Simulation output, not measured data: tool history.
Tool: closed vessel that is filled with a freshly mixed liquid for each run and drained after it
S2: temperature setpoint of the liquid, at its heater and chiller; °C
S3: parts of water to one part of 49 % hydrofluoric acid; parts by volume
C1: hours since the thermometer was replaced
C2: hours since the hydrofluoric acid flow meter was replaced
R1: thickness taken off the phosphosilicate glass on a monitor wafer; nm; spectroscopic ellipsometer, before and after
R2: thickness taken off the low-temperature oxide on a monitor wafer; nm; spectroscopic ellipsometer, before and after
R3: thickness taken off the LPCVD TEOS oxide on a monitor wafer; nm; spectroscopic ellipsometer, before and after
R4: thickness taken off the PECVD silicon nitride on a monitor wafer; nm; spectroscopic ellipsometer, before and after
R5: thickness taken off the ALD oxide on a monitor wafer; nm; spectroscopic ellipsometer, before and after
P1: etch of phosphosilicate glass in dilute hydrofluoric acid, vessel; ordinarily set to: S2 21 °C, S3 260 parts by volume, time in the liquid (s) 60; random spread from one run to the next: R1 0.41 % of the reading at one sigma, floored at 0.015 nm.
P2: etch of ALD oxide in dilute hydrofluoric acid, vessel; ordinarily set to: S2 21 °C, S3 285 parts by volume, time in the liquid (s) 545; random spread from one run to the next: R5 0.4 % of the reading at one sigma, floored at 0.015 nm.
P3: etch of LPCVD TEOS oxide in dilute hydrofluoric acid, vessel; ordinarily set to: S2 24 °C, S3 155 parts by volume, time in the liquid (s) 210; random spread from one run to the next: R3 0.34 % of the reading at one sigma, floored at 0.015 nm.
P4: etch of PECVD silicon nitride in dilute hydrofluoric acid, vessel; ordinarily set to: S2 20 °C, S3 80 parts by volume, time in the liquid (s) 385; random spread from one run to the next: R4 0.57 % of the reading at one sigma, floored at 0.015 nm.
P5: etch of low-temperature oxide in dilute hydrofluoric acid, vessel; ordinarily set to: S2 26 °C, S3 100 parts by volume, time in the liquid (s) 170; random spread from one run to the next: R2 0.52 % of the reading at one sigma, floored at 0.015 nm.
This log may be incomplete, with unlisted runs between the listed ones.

run 1 hour=6.9 | process_that_ran=P1 S2=21 S3=260 time_in_the_liquid_(s)=60 | C1=1317 C2=251.9 | R1=19.671
run 2 hour=12.7 | process_that_ran=P1 S2=21 S3=260 time_in_the_liquid_(s)=60 | C1=1322.8 C2=257.7 | R1=19.591
run 3 hour=17 | process_that_ran=P1 S2=21 S3=260 time_in_the_liquid_(s)=60 | C1=1327.1 C2=262 | R1=19.56
run 4 hour=25.9 | process_that_ran=P1 S2=21 S3=260 time_in_the_liquid_(s)=35 | C1=1336 C2=270.9 | R1=11.408
run 5 hour=31.6 | process_that_ran=P5 S2=31 S3=100 time_in_the_liquid_(s)=170 | C1=1341.7 C2=276.6 | R2=32.354
run 6 hour=36.6 | process_that_ran=P3 S2=24 S3=260 time_in_the_liquid_(s)=210 | C1=1346.7 C2=281.6 | R3=15.407
run 7 hour=42.8 | process_that_ran=P4 S2=20 S3=25 time_in_the_liquid_(s)=385 | C1=1352.9 C2=287.8 | R4=32.376
run 8 hour=50.2 | process_that_ran=P4 S2=20 S3=80 time_in_the_liquid_(s)=385 | C1=1360.3 C2=295.2 | R4=10.371
run 9 hour=56.6 | process_that_ran=P4 S2=20 S3=80 time_in_the_liquid_(s)=675 | C1=1366.7 C2=301.6 | R4=18.336
run 10 hour=64.4 | process_that_ran=P2 S2=17 S3=285 time_in_the_liquid_(s)=545 | C1=1374.5 C2=309.4 | R5=14.092
run 11 hour=69.2 | process_that_ran=P3 S2=28 S3=155 time_in_the_liquid_(s)=210 | C1=1379.3 C2=314.2 | R3=33.611
run 12 hour=77.6 | process_that_ran=P3 S2=24 S3=155 time_in_the_liquid_(s)=320 | C1=1387.7 C2=322.6 | R3=44.096
run 13 hour=85.7 | process_that_ran=P1 S2=28.5 S3=260 time_in_the_liquid_(s)=60 | C1=1395.8 C2=330.7 | R1=25.605
run 14 hour=91.4 | process_that_ran=P5 S2=26 S3=100 time_in_the_liquid_(s)=170 | C1=1401.5 C2=336.4 | R2=26.539
run 15 hour=96.1 | process_that_ran=P4 S2=20 S3=80 time_in_the_liquid_(s)=385 | C1=1406.2 C2=341.1 | R4=10.45
run 16 hour=102.9 | process_that_ran=P5 S2=26 S3=100 time_in_the_liquid_(s)=290 | C1=1413 C2=347.9 | R2=45.59
run 17 hour=109.1 | process_that_ran=P1 S2=17 S3=260 time_in_the_liquid_(s)=60 | C1=1419.2 C2=354.1 | R1=16.923
run 18 hour=116.5 | process_that_ran=P1 S2=27.5 S3=260 time_in_the_liquid_(s)=85 | C1=1426.6 C2=361.5 | R1=35.084
run 19 hour=125.4 | process_that_ran=P2 S2=21 S3=510 time_in_the_liquid_(s)=545 | C1=1435.5 C2=370.4 | R5=7.5942
run 20 hour=131 | process_that_ran=P2 S2=21 S3=285 time_in_the_liquid_(s)=935 | C1=1441.1 C2=376 | R5=28.157
run 21 hour=136.3 | process_that_ran=P5 S2=26 S3=25 time_in_the_liquid_(s)=170 | C1=1446.4 C2=381.3 | R2=118.51
run 22 hour=142.6 | process_that_ran=P1 S2=21 S3=260 time_in_the_liquid_(s)=60 | C1=1452.7 C2=387.6 | R1=19.732
run 23 hour=151.5 | process_that_ran=P1 S2=21 S3=385 time_in_the_liquid_(s)=60 | C1=1461.6 C2=396.5 | R1=11.915
run 24 hour=156.4 | process_that_ran=P1 S2=21 S3=260 time_in_the_liquid_(s)=90 | C1=1466.5 C2=401.4 | R1=29.497
run 25 hour=163.1 | process_that_ran=P1 S2=21 S3=160 time_in_the_liquid_(s)=60 | C1=1473.2 C2=408.1 | R1=35.377
run 26 hour=168.1 | process_that_ran=P3 S2=24 S3=155 time_in_the_liquid_(s)=210 | C1=1478.2 C2=413.1 | R3=28.895
run 27 hour=174.5 | process_that_ran=P4 S2=17 S3=80 time_in_the_liquid_(s)=385 | C1=1484.6 C2=419.5 | R4=8.5165
run 28 hour=184.4 | process_that_ran=P1 S2=21 S3=345 time_in_the_liquid_(s)=115 | C1=1494.5 C2=429.4 | R1=26.241
run 29 hour=191.3 | process_that_ran=P1 S2=21 S3=260 time_in_the_liquid_(s)=60 | C1=1501.4 C2=436.3 | R1=19.551
run 30 hour=197 | process_that_ran=P1 S2=21 S3=260 time_in_the_liquid_(s)=60 | C1=1507.1 C2=442 | R1=19.666
run 31 hour=204 | process_that_ran=P1 S2=21 S3=260 time_in_the_liquid_(s)=60 | C1=1514.1 C2=449 | R1=19.608
run 32 hour=210.5 | process_that_ran=P2 S2=21 S3=285 time_in_the_liquid_(s)=545 | C1=1520.6 C2=455.5 | R5=16.508
run 33 hour=218.5 | process_that_ran=P1 S2=21 S3=260 time_in_the_liquid_(s)=60 | C1=1528.6 C2=463.5 | R1=19.571
run 34 hour=224.2 | process_that_ran=P1 S2=21 S3=260 time_in_the_liquid_(s)=60 | C1=1534.3 C2=469.2 | R1=18.963
run 35 hour=229.6 | process_that_ran=P1 S2=21 S3=260 time_in_the_liquid_(s)=60 | C1=1539.7 C2=474.6 | R1=18.73
run 36 hour=235.3 | process_that_ran=P1 S2=21 S3=260 time_in_the_liquid_(s)=60 | C1=1545.4 C2=480.3 | R1=18.488
run 37 hour=244.9 | process_that_ran=P1 S2=21 S3=260 time_in_the_liquid_(s)=60 | C1=1555 C2=489.9 | R1=18.253
run 38 hour=249.9 | process_that_ran=P1 S2=21 S3=260 time_in_the_liquid_(s)=60 | C1=1560 C2=494.9 | R1=18.168
run 39 hour=254.8 | process_that_ran=P1 S2=21 S3=260 time_in_the_liquid_(s)=60 | C1=1564.9 C2=499.8 | R1=18.072
run 40 hour=259.8 | process_that_ran=P1 S2=21 S3=260 time_in_the_liquid_(s)=60 | C1=1569.9 C2=504.8 | R1=18.144
run 41 hour=268.4 | process_that_ran=P1 S2=21 S3=260 time_in_the_liquid_(s)=60 | C1=1578.5 C2=513.4 | R1=18.165
run 42 hour=272.9 | process_that_ran=P1 S2=21 S3=260 time_in_the_liquid_(s)=60 | C1=1583 C2=517.9 | R1=18.132

P1 no longer gives what it gave before; its output has crept away from where it was. The following 2 causes, each at its listed size, fit the log equally well:
A: liquid colder than its thermometer reads (K) = 2.2
B: hydrofluoric acid flow below the setpoint (%) = 6.33
Creep in the process output first set in at about hour 218.5.

The check runs listed below each take one wafer, and their results are still question marks. Under which run would the listed causes lead to clearly different results?
run check 1 hour=277.4 | process_that_ran=P3 S2=24 S3=155 time_in_the_liquid_(s)=210 | R3=?
run check 2 hour=277.4 | process_that_ran=P5 S2=26 S3=100 time_in_the_liquid_(s)=170 | R2=?
run check 3 hour=277.4 | process_that_ran=P2 S2=21 S3=285 time_in_the_liquid_(s)=545 | R5=?
run check 4 hour=277.4 | process_that_ran=P4 S2=20 S3=80 time_in_the_liquid_(s)=385 | R4=?

If the cause were each of the candidates in turn, the checks would give the following:
check=check_1 result=R3 if_A=26.625 if_B=26.828
check=check_2 result=R2 if_A=24.37 if_B=24.673
check=check_3 result=R5 if_A=15.177 if_B=15.147
check=check_4 result=R4 if_A=8.9753 if_B=9.805
Minimum pairwise separation of causes per check, each pair taken at its best-separating result: check 1 0.76 %; check 2 1.24 %; check 3 0.2 %; check 4 8.84 %
Check 4 tells the causes apart: in the others they would give nearly the same result.

Check 4 has now been run. It gave: R4 8.9898 nm. Which of the candidate causes is it?

The correct cause is A, namely: liquid colder than its thermometer reads (K).

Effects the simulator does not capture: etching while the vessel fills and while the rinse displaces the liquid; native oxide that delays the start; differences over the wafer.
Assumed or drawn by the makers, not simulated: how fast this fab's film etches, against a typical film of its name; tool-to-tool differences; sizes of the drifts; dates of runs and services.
